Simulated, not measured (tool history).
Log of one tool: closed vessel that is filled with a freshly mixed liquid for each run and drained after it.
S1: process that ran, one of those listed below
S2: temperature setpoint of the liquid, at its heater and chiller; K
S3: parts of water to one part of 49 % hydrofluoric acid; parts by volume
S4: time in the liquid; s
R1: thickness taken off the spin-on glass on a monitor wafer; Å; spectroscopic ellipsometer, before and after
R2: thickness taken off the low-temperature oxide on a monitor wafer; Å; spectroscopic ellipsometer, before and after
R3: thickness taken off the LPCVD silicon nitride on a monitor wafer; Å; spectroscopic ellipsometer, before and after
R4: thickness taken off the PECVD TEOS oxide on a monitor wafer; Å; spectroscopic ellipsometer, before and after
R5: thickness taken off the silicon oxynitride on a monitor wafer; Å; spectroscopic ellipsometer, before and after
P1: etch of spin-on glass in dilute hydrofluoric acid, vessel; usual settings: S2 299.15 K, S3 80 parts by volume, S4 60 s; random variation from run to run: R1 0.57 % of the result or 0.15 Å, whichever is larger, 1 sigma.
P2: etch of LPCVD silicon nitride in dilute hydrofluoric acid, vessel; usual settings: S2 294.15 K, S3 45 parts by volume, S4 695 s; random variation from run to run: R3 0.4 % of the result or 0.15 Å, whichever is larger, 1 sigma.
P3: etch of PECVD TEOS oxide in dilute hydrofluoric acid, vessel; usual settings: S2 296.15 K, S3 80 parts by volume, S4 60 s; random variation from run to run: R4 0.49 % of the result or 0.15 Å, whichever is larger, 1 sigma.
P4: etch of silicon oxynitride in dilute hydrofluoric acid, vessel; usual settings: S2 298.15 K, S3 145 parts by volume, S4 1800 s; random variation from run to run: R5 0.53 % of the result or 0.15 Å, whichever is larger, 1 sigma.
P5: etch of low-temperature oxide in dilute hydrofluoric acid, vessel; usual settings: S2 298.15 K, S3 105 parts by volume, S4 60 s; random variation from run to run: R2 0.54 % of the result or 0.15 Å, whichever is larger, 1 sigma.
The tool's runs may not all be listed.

{"run": 1, "hour": 4.4, "S1": "P1", "S2": 299.15, "S3": 80, "S4": 60, "R1": 255.03}
{"run": 2, "hour": 11.0, "S1": "P5", "S2": 298.15, "S3": 105, "S4": 60, "R2": 83.284}
{"run": 3, "hour": 20.1, "S1": "P1", "S2": 299.15, "S3": 80, "S4": 60, "R1": 257.56}
{"run": 4, "hour": 26.1, "S1": "P2", "S2": 294.15, "S3": 45, "S4": 695, "R3": 63.739}
{"run": 5, "hour": 33.9, "S1": "P1", "S2": 299.15, "S3": 20, "S4": 60, "R1": 1103.1}
{"run": 6, "hour": 38.4, "S1": "P3", "S2": 296.15, "S3": 120, "S4": 60, "R4": 39.272}
{"run": 7, "hour": 46.1, "S1": "P1", "S2": 299.15, "S3": 80, "S4": 60, "R1": 254.92}
{"run": 8, "hour": 51.9, "S1": "P2", "S2": 294.15, "S3": 20, "S4": 695, "R3": 140.15}
{"run": 9, "hour": 59.6, "S1": "P4", "S2": 298.15, "S3": 145, "S4": 3310, "R5": 646.2}
{"run": 10, "hour": 66.0, "S1": "P1", "S2": 306.65, "S3": 80, "S4": 100, "R1": 564.31}
{"run": 11, "hour": 73.8, "S1": "P1", "S2": 292.15, "S3": 80, "S4": 60, "R1": 190.39}
{"run": 12, "hour": 79.4, "S1": "P1", "S2": 299.15, "S3": 80, "S4": 105, "R1": 443.13}
{"run": 13, "hour": 87.5, "S1": "P5", "S2": 294.15, "S3": 105, "S4": 60, "R2": 71.345}
{"run": 14, "hour": 95.0, "S1": "P2", "S2": 294.15, "S3": 45, "S4": 1310, "R3": 119.52}
{"run": 15, "hour": 101.7, "S1": "P1", "S2": 299.15, "S3": 80, "S4": 30, "R1": 127.05}
{"run": 16, "hour": 109.9, "S1": "P4", "S2": 298.15, "S3": 145, "S4": 1800, "R5": 351.95}
{"run": 17, "hour": 117.7, "S1": "P4", "S2": 293.15, "S3": 145, "S4": 1800, "R5": 280.97}
{"run": 18, "hour": 124.6, "S1": "P3", "S2": 296.15, "S3": 80, "S4": 100, "R4": 103.76}
{"run": 19, "hour": 130.0, "S1": "P5", "S2": 298.15, "S3": 175, "S4": 60, "R2": 45.818}
{"run": 20, "hour": 137.0, "S1": "P1", "S2": 299.15, "S3": 80, "S4": 60, "R1": 256.21}
{"run": 21, "hour": 145.7, "S1": "P1", "S2": 299.15, "S3": 140, "S4": 60, "R1": 133.37}
{"run": 22, "hour": 153.7, "S1": "P1", "S2": 303.15, "S3": 80, "S4": 60, "R1": 298.92}
{"run": 23, "hour": 161.3, "S1": "P3", "S2": 296.15, "S3": 80, "S4": 60, "R4": 61.736}
{"run": 24, "hour": 169.4, "S1": "P3", "S2": 296.15, "S3": 80, "S4": 60, "R4": 62.04}
{"run": 25, "hour": 175.3, "S1": "P1", "S2": 299.15, "S3": 40, "S4": 30, "R1": 270.46}
{"run": 26, "hour": 182.2, "S1": "P2", "S2": 301.15, "S3": 45, "S4": 695, "R3": 101.93}
{"run": 27, "hour": 190.8, "S1": "P5", "S2": 298.15, "S3": 105, "S4": 30, "R2": 41.301}
{"run": 28, "hour": 198.1, "S1": "P4", "S2": 298.15, "S3": 260, "S4": 1800, "R5": 179.8}
{"run": 29, "hour": 204.4, "S1": "P1", "S2": 299.15, "S3": 80, "S4": 60, "R1": 255.84}
{"run": 30, "hour": 208.9, "S1": "P3", "S2": 303.65, "S3": 80, "S4": 60, "R4": 82.44}
{"run": 31, "hour": 214.1, "S1": "P1", "S2": 299.15, "S3": 80, "S4": 60, "R1": 254.81}
{"run": 32, "hour": 223.2, "S1": "P1", "S2": 299.15, "S3": 80, "S4": 60, "R1": 246.75}
{"run": 33, "hour": 231.1, "S1": "P1", "S2": 299.15, "S3": 80, "S4": 60, "R1": 243.08}
{"run": 34, "hour": 236.6, "S1": "P1", "S2": 299.15, "S3": 80, "S4": 60, "R1": 235.93}
{"run": 35, "hour": 243.6, "S1": "P1", "S2": 299.15, "S3": 80, "S4": 60, "R1": 235.51}
{"run": 36, "hour": 248.9, "S1": "P1", "S2": 299.15, "S3": 80, "S4": 60, "R1": 236.99}
{"run": 37, "hour": 253.1, "S1": "P1", "S2": 299.15, "S3": 80, "S4": 60, "R1": 233.6}
{"run": 38, "hour": 260.7, "S1": "P1", "S2": 299.15, "S3": 80, "S4": 60, "R1": 232.57}
{"run": 39, "hour": 268.9, "S1": "P1", "S2": 299.15, "S3": 80, "S4": 60, "R1": 233.71}
{"run": 40, "hour": 273.7, "S1": "P1", "S2": 299.15, "S3": 80, "S4": 60, "R1": 230.32}
{"run": 41, "hour": 282.1, "S1": "P1", "S2": 299.15, "S3": 80, "S4": 60, "R1": 231.48}

What P1 gives has crept away from where it was. These 2 causes fit the log equally well, each at the size given:
A: hydrofluoric acid flow below the setpoint (%) = 8.17
B: liquid colder than its thermometer reads (K) = 2.37
The creep began at about hour 214.1.

4 check runs are offered, one wafer each, their results left as question marks. Which one tells the causes apart?
{"run": "check 1", "hour": 290.5, "S1": "P4", "S2": 298.15, "S3": 225, "S4": 3115, "R5": "?"}
{"run": "check 2", "hour": 290.5, "S1": "P3", "S2": 300.15, "S3": 80, "S4": 60, "R4": "?"}
{"run": "check 3", "hour": 290.5, "S1": "P2", "S2": 297.65, "S3": 45, "S4": 695, "R3": "?"}
{"run": "check 4", "hour": 290.5, "S1": "P5", "S2": 298.15, "S3": 150, "S4": 60, "R2": "?"}

What each check would give under each cause:
check=check_1 result=R5 if_A=332.79 if_B=331.36
check=check_2 result=R4 if_A=66.099 if_B=66.17
check=check_3 result=R3 if_A=74.288 if_B=68.733
check=check_4 result=R2 if_A=49.604 if_B=50.101
How far apart the two closest causes lie, in the result that separates them most: check 1 0.43 %; check 2 0.11 %; check 3 7.77 %; check 4 1 %
Only check 3 tells the causes apart: in the others they would give nearly the same result.

Then check 3 was run and gave: R3 74.244 Å. Which cause is it?

It is A: hydrofluoric acid flow below the setpoint (%).

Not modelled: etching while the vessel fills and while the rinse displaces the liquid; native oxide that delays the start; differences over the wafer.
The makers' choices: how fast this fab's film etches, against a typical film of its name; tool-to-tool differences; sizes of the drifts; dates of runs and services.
